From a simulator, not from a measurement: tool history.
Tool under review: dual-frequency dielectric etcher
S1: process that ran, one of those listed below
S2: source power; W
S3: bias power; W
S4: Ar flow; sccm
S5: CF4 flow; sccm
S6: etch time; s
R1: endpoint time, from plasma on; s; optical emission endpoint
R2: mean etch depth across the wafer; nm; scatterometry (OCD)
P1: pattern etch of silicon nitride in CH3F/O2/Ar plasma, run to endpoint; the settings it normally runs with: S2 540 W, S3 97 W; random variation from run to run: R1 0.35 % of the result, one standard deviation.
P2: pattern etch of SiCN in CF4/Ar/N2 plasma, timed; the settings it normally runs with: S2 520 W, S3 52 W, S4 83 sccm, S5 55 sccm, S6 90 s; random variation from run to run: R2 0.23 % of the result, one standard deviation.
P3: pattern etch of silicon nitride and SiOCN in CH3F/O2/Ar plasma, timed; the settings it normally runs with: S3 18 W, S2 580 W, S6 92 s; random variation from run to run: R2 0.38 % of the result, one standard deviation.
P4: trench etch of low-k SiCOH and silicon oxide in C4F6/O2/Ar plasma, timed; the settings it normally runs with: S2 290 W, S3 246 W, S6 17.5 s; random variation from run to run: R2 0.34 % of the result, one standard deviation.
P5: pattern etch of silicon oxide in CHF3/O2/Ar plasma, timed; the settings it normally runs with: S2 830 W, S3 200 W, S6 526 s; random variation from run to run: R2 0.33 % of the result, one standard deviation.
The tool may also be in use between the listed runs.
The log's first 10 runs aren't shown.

run	hour	S1	S2	S3	S4	S5	S6	R1	R2
# hour 135.5: source power generator calibrated
11	150.4	P2	520	52	83	55	90		79.927
12	165.2	P2	520	42	83	55	90		74.739
13	180	P5	830	200			342.5		798.57
14	195.1	P2	520	52	83	39	90		74.88
15	211.5	P5	650	200			526		1124.1
16	224.2	P5	830	200			526		1232.6
17	237	P3	580	18			92		12.638
18	248.9	P1	540	97				69.54	
19	263.3	P5	830	271			526		1369
20	276.1	P2	520	52	83	55	90		80.201
21	288	P1	690	122				58.185	

Expected results for the next run?
22	306.2	P2	630	52	83	55	90		?

{"run 22": {"R2": 94.938}}
